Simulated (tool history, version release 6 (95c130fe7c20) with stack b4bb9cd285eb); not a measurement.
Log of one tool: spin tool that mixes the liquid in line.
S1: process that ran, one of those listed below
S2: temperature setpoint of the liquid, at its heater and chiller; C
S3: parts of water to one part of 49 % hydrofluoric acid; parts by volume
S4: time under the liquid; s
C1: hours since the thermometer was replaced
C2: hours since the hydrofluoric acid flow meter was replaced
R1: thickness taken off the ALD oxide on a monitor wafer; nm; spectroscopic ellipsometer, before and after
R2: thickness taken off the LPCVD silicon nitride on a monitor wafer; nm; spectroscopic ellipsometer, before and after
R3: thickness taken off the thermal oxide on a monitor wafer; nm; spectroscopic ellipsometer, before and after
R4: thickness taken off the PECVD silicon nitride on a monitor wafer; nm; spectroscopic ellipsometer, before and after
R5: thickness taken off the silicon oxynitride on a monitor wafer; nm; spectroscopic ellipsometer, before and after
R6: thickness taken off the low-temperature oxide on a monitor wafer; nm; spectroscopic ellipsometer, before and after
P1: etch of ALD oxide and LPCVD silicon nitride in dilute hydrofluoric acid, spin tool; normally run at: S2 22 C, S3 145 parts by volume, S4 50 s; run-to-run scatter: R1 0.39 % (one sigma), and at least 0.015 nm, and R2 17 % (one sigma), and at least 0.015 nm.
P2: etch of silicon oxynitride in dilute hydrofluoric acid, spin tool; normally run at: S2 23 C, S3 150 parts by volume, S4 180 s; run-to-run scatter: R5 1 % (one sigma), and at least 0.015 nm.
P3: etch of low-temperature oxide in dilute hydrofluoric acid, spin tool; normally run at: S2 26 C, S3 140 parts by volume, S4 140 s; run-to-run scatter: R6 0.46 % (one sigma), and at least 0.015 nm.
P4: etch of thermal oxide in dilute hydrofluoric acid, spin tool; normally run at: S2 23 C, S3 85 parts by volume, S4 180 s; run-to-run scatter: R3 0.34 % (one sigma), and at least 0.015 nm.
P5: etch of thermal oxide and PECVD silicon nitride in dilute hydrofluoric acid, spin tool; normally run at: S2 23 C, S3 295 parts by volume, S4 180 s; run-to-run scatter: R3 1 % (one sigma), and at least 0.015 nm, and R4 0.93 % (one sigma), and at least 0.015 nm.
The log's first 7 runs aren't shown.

| run | hour | S1 | S2 | S3 | S4 | C1 | C2 | R1 | R2 | R3 | R4 | R5 | R6 |
|---|---|---|---|---|---|---|---|---|---|---|---|---|---|
| 8 | 44.5 | P4 | 23 | 85 | 180 | 370.2 | 613.8 |  |  | 9.8585 |  |  |  |
| 9 | 48.7 | P3 | 26 | 205 | 140 | 374.4 | 618 |  |  |  |  |  | 23.204 |
| 10 | 56.3 | P3 | 19 | 140 | 140 | 382 | 625.6 |  |  |  |  |  | 27.951 |
| 11 | 60.9 | P1 | 27 | 145 | 50 | 386.6 | 630.2 | 11.014 | 0.15651 |  |  |  |  |
| 12 | 68.6 | P4 | 23 | 120 | 180 | 394.3 | 637.9 |  |  | 6.6632 |  |  |  |
|  | 73.2 | thermometer replaced |
| 13 | 74.4 | P4 | 31 | 85 | 180 | 1.2 | 643.7 |  |  | 13.475 |  |  |  |
| 14 | 81.4 | P1 | 22 | 145 | 15 | 8.2 | 650.7 | 2.7685 | 0.062881 |  |  |  |  |
| 15 | 87.7 | P1 | 22 | 145 | 95 | 14.5 | 657 | 17.288 | 0.37662 |  |  |  |  |
| 16 | 92.3 | P1 | 22 | 220 | 75 | 19.1 | 661.6 | 8.3005 | 0.17077 |  |  |  |  |
| 17 | 96.5 | P1 | 22 | 145 | 50 | 23.3 | 665.8 | 9.0608 | 0.15342 |  |  |  |  |
| 18 | 103.7 | P1 | 22 | 145 | 50 | 30.5 | 673 | 9.0908 | 0.15404 |  |  |  |  |
| 19 | 109.3 | P1 | 22 | 200 | 25 | 36.1 | 678.6 | 3.1324 | 0.075349 |  |  |  |  |
| 20 | 113 | P2 | 23 | 150 | 15 | 39.8 | 682.3 |  |  |  |  | 0.23166 |  |
| 21 | 118.6 | P1 | 22 | 235 | 50 | 45.4 | 687.9 | 5.1185 | 0.10822 |  |  |  |  |
| 22 | 124.4 | P3 | 26 | 140 | 15 | 51.2 | 693.7 |  |  |  |  |  | 3.9264 |
| 23 | 129.2 | P1 | 17 | 145 | 50 | 56 | 698.5 | 7.4051 | 0.13507 |  |  |  |  |
| 24 | 135.4 | P1 | 22 | 145 | 50 | 62.2 | 704.7 | 9.1111 | 0.1544 |  |  |  |  |
| 25 | 140.4 | P2 | 29.5 | 150 | 180 | 67.2 | 709.7 |  |  |  |  | 3.4305 |  |
| 26 | 147.3 | P1 | 22 | 145 | 50 | 74.1 | 716.6 | 9.0739 | 0.15756 |  |  |  |  |

Forecast run 27:
| 27 | 151.9 | P5 | 29.5 | 295 | 180 | 78.7 | 721.2 |  |  | ? | ? |  |  |

R3: 2.7872 nm
R4: 4.2021 nm
